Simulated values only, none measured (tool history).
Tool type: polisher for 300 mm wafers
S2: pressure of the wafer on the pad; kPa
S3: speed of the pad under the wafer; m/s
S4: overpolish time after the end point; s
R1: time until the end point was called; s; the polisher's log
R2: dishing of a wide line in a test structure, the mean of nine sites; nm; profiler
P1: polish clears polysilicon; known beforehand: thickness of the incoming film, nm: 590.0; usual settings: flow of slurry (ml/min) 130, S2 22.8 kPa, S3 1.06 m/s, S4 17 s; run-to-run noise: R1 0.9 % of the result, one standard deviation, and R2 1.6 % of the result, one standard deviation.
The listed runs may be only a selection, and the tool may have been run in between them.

run 1 hour=10.4 | flow_of_slurry_(ml/min)=130 S2=22.8 S3=1.06 S4=17 | R1=30.803 R2=87.748
run 2 hour=23.0 | flow_of_slurry_(ml/min)=130 S2=22.8 S3=1.06 S4=17 | R1=30.641 R2=90.648
run 3 hour=39.2 | flow_of_slurry_(ml/min)=130 S2=10.3 S3=1.06 S4=17 | R1=67.575 R2=72.460
run 4 hour=55.3 | flow_of_slurry_(ml/min)=130 S2=22.8 S3=1.06 S4=26 | R1=30.397 R2=90.289
run 5 hour=64.8 | flow_of_slurry_(ml/min)=130 S2=31.0 S3=1.06 S4=17 | R1=22.583 R2=90.640
run 6 hour=78.9 | flow_of_slurry_(ml/min)=130 S2=22.8 S3=1.06 S4=17 | R1=30.329 R2=86.410
run 7 hour=95.3 | flow_of_slurry_(ml/min)=130 S2=22.8 S3=1.06 S4=17 | R1=30.405 R2=89.180
-- hour=102.3 slurry nozzle cleaned
run 8 hour=108.4 | flow_of_slurry_(ml/min)=180 S2=22.8 S3=0.74 S4=17 | R1=41.622 R2=83.144
run 9 hour=125.3 | flow_of_slurry_(ml/min)=130 S2=22.8 S3=1.06 S4=9 | R1=30.153 R2=76.818
run 10 hour=134.8 | flow_of_slurry_(ml/min)=175 S2=22.8 S3=1.06 S4=17 | R1=28.934 R2=89.696
run 11 hour=146.6 | flow_of_slurry_(ml/min)=130 S2=22.8 S3=1.06 S4=17 | R1=30.633 R2=88.802
run 12 hour=159.2 | flow_of_slurry_(ml/min)=130 S2=22.8 S3=0.48 S4=17 | R1=67.055 R2=73.498
run 13 hour=172.2 | flow_of_slurry_(ml/min)=130 S2=22.8 S3=1.06 S4=17 | R1=30.529 R2=85.759
run 14 hour=185.6 | flow_of_slurry_(ml/min)=90 S2=22.8 S3=1.06 S4=17 | R1=33.058 R2=84.232
run 15 hour=197.2 | flow_of_slurry_(ml/min)=130 S2=22.8 S3=1.70 S4=17 | R1=19.234 R2=90.230
run 16 hour=213.8 | flow_of_slurry_(ml/min)=130 S2=22.8 S3=1.06 S4=17 | R1=31.097 R2=86.828
run 17 hour=232.4 | flow_of_slurry_(ml/min)=130 S2=22.8 S3=1.06 S4=17 | R1=32.470 R2=85.685
run 18 hour=242.5 | flow_of_slurry_(ml/min)=130 S2=22.8 S3=1.06 S4=17 | R1=33.018 R2=86.506
run 19 hour=250.7 | flow_of_slurry_(ml/min)=130 S2=22.8 S3=1.06 S4=17 | R1=33.012 R2=86.869
-- hour=254.3 head pressure recalibrated
run 20 hour=267.3 | flow_of_slurry_(ml/min)=130 S2=22.8 S3=1.06 S4=17 | R1=33.748 R2=88.544
run 21 hour=278.2 | flow_of_slurry_(ml/min)=130 S2=22.8 S3=1.06 S4=17 | R1=33.181 R2=87.987
run 22 hour=288.8 | flow_of_slurry_(ml/min)=130 S2=22.8 S3=1.06 S4=17 | R1=34.110 R2=85.337

The log shows P1 creeping away from where it was. Any of the 2 causes listed here, at the size stated for it, fits the log just as well as the others:
A: removal rate lost through wear of the pad, % = 8.92
B: slurry flow missing at the pad, % = 32.7
The gradual shift began around hour 213.8.
Ruled out, with reasons:
head's pressure below its setpoint, %: serviced at hour 254.3, after the drift had started, without restoring the earlier output

Which of the 4 check runs listed below, each an average over 5 wafers with its results shown as question marks, gives clearly different results under the different listed causes?
run check 1 hour=299.4 | flow_of_slurry_(ml/min)=95 S2=15.2 S3=1.06 S4=17 | R1=? R2=?
run check 2 hour=299.4 | flow_of_slurry_(ml/min)=130 S2=22.8 S3=0.78 S4=17 | R1=? R2=?
run check 3 hour=299.4 | flow_of_slurry_(ml/min)=130 S2=29.0 S3=1.62 S4=17 | R1=? R2=?
run check 4 hour=299.4 | flow_of_slurry_(ml/min)=130 S2=22.8 S3=1.62 S4=17 | R1=? R2=?

Check results expected under each cause:
check=check_1 result=R1 if_A=54.163 if_B=55.776
check=check_1 result=R2 if_A=79.015 if_B=78.335
check=check_2 result=R1 if_A=45.693 if_B=45.699
check=check_2 result=R2 if_A=82.508 if_B=82.505
check=check_3 result=R1 if_A=17.286 if_B=17.288
check=check_3 result=R2 if_A=89.634 if_B=89.634
check=check_4 result=R1 if_A=22.001 if_B=22.003
check=check_4 result=R2 if_A=89.268 if_B=89.268
Smallest distance between any two causes, each pair judged by its most separating result, in per cent: check 1 2.93 %; check 2 0.01 %; check 3 0.01 %; check 4 0.01 %
Check 1 is the one run that separates the causes; every other check would come out nearly the same whichever cause is at work.

Then check 1 was run and gave: R1 55.362 s; R2 78.609 nm. Which cause is it?

B is the cause: slurry flow missing at the pad, %.
